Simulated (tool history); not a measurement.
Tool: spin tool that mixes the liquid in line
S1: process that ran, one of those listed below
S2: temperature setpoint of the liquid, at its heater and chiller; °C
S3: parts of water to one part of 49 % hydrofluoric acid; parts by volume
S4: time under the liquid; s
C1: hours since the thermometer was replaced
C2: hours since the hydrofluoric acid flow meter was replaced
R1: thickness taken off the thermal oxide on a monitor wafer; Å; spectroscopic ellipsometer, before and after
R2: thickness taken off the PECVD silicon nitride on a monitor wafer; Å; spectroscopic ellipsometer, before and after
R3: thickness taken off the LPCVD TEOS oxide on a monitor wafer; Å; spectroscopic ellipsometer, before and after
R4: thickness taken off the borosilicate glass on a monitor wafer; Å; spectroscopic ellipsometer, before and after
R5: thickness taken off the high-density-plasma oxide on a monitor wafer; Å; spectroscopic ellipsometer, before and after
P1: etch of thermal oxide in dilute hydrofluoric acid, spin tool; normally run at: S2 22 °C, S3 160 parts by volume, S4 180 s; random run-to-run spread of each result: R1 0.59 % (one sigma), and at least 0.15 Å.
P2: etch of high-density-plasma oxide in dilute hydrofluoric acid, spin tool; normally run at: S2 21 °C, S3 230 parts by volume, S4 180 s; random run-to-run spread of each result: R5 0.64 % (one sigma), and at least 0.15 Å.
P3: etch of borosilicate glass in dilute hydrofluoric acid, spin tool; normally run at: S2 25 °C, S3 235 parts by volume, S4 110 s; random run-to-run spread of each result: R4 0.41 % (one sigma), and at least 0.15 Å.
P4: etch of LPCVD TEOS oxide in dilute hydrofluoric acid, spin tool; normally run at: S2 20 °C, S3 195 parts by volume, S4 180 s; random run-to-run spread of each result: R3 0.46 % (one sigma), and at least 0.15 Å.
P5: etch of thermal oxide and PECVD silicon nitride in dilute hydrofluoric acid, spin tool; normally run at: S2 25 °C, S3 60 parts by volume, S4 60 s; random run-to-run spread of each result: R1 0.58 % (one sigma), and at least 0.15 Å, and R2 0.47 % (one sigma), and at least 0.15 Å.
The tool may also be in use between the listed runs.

run	hour	S1	S2	S3	S4	C1	C2	R1	R2	R3	R4	R5
1	13.6	P1	22	160	180	1046.7	212.8	44.675				
2	25.7	P5	25	60	105	1058.8	224.9	91.065	88.301			
3	35.8	P4	20	195	180	1068.9	235			178.63		
4	47.3	P1	22	160	180	1080.4	246.5	44.29				
5	55.3	P4	17	195	180	1088.4	254.5			158.32		
6	64.5	P3	29	235	110	1097.6	263.7				187.64	
7	78	P1	17	65	180	1111.1	277.2	98.95				
8	92.8	P1	22	160	55	1125.9	292	13.387				
9	103.4	P1	26.5	160	180	1136.5	302.6	52.943				
10	116.2	P3	25	235	110	1149.3	315.4				162.17	
11	129.2	P1	22	160	315	1162.3	328.4	77.997				
12	144.2	P5	19	60	60	1177.3	343.4	40.934	33.28			
13	156.7	P4	20	195	290	1189.8	355.9			289.02		
14	168.2	P3	25	235	185	1201.3	367.4				274.86	
15	177.3	P3	25	90	110	1210.4	376.5				501.72	
# hour 182.2: thermometer replaced
16	192.6	P2	21	345	180	10.5	391.8					26.449
17	203.8	P5	25	60	60	21.7	403	52.061	50.264			
18	217.8	P2	21	230	350	35.7	417					84.603
19	232.2	P2	21	230	180	50.1	431.4					44.264
20	248.7	P4	20	285	180	66.6	447.9			111.8		
21	258.3	P1	22	160	180	76.2	457.5	44.74				
22	267.8	P1	22	160	180	85.7	467	44.5				
23	281.5	P2	21	230	180	99.4	480.7					44.462
24	289	P4	20	195	180	106.9	488.2			179.58		
25	296.8	P1	22	160	180	114.7	496	44.78				
26	307.2	P1	22	160	180	125.1	506.4	44.144				
27	319.1	P1	17	160	180	137	518.3	36.659				
# hour 320.6: hydrofluoric acid flow meter replaced
28	328.7	P2	17	230	180	146.6	8.1					37.869
29	343.1	P1	22	160	180	161	22.5	44.335				
30	360.3	P1	22	250	180	178.2	39.7	25.894				
31	372.7	P1	22	55	180	190.6	52.1	146.68				
32	384.7	P5	25	25	60	202.6	64.1	131.38	118.41			
33	395.8	P5	25	60	60	213.7	75.2	52.412	50.603			
34	411.4	P1	22	160	180	229.3	90.8	44.35				
35	424.6	P1	22	160	180	242.5	104	43.239				
36	435.4	P1	22	160	180	253.3	114.8	42.794				
37	451.7	P1	22	160	180	269.6	131.1	42.332				
38	468.5	P1	22	160	180	286.4	147.9	41.983				
39	481	P1	22	160	180	298.9	160.4	42.538				
40	494.6	P1	22	160	180	312.5	174	42.178				
41	505.6	P1	22	160	180	323.5	185	41.83				
42	516.4	P1	22	160	180	334.3	195.8	41.747				
43	524.9	P1	22	160	180	342.8	204.3	41.513				
44	541.1	P1	22	160	180	359	220.5	41.976				
45	551.1	P1	22	160	180	369	230.5	41.89				

The output of P1 has drifted from where it used to be. Each of the 2 causes below, taken at the size shown beside it, accounts for the log equally well:
A: hydrofluoric acid flow below the setpoint (%) = 5.21
B: liquid colder than its thermometer reads (K) = 1.62
The creep began at about hour 411.4.

Which of the 4 check runs listed below separates the causes, so that each cause would produce a clearly different result? Each run uses one wafer, and its results are marked with question marks.
check 1	561.1	P5	25	40	60			?	?			
check 2	561.1	P2	21	345	335							?
check 3	561.1	P3	28	105	110						?	
check 4	561.1	P4	17	195	180					?		

What every check run would give for each of its results, assuming each possible cause in turn:
check	result	if A	if B
check 1	R1	76.296	75.495
check 1	R2	71.375	67.395
check 2	R5	45.962	46.536
check 3	R4	447.11	446.7
check 4	R3	148.98	148.68
How far apart the two closest causes lie, in the result that separates them most: check 1 5.74 %; check 2 1.24 %; check 3 0.09 %; check 4 0.2 %
Only check 1 tells the causes apart: in the others they would give nearly the same result.

With check 1 done, the readings were: R1 76.288 Å; R2 71.277 Å. Identify which of the listed causes applies.

Of the candidate causes, it is A: hydrofluoric acid flow below the setpoint (%).
